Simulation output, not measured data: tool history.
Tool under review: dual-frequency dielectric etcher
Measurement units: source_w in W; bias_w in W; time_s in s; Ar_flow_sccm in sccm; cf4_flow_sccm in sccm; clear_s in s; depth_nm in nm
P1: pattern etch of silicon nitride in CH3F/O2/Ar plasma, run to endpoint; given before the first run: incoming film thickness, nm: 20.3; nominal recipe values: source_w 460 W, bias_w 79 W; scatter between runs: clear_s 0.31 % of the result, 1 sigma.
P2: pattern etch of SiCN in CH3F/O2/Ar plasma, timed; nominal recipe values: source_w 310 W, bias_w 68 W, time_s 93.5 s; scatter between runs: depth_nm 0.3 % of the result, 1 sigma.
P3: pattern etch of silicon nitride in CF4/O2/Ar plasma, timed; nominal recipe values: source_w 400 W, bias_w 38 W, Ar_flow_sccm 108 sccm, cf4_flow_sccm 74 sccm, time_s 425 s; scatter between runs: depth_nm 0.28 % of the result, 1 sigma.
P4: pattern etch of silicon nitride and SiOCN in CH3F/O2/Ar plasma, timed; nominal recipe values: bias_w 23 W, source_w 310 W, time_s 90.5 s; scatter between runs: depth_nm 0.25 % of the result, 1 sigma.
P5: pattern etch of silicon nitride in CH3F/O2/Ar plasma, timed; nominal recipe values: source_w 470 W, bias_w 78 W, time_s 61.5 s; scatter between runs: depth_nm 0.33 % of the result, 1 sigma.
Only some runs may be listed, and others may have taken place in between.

run	day	process	source_w	bias_w	time_s	Ar_flow_sccm	cf4_flow_sccm	clear_s	depth_nm
1	0.279	P1	460	79				27.812	
2	0.729	P2	310	68	93.5				31.807
3	1.004	P4	310	13	90.5				8.9003
4	1.5	P4	410	23	90.5				12.518
5	2.025	P4	310	23	110				13.824
6	2.538	P3	400	22	425	108	74		479.1
7	2.971	P3	400	38	425	83	74		603.88
8	3.383	P1	460	51				32.192	
9	3.992	P1	590	53				28.821	
10	4.442	P3	400	38	425	108	74		580.89
11	4.767	P3	400	38	425	108	52		551.76
12	5.142	P5	470	78	46.5				36.205
13	5.638	P1	460	79				27.795	
14	6.142	P5	650	78	61.5				54.134
15	6.65	P5	470	78	61.5				47.54
16	7.004	P1	300	102				29.709	
17	7.6	P1	460	79				27.859	
18	8.192	P2	310	93	93.5				35.628
19	8.517	P1	460	79				27.77	
20	9.142	P2	310	68	54.5				18.563
21	9.662	P1	460	79				27.817	
22	10.204	P1	330	79				31.58	
23	10.742	P2	390	68	93.5				34.89
24	11.229	P3	400	38	254.5	108	74		348.94
25	11.583	P1	310	96				30.013	
26	12.158	P3	280	38	425	108	74		425.78
27	12.529	P2	310	68	93.5				31.933
28	13.046	P4	310	23	90.5				11.414
29	13.417	P4	310	23	90.5				11.41
30	13.942	P3	400	38	425	108	74		580.71
31	14.45	P5	470	110	61.5				54.075
32	14.908	P1	460	95				26.064	
33	15.404	P1	620	79				24.856	
34	15.796	P1	460	79				27.846	
35	16.079	P1	460	79				27.887	
36	16.433	P1	460	79				28.04	
37	16.779	P1	460	79				28.131	
38	17.229	P1	460	79				28.132	
39	17.658	P1	460	79				28.112	
40	18.192	P1	460	79				28.162	
41	18.471	P1	460	79				28.288	

Run 42 has not been measured yet. What should we expect?
42	18.929	P1	460	79				?	

{"run 42": {"clear_s": 28.257}}

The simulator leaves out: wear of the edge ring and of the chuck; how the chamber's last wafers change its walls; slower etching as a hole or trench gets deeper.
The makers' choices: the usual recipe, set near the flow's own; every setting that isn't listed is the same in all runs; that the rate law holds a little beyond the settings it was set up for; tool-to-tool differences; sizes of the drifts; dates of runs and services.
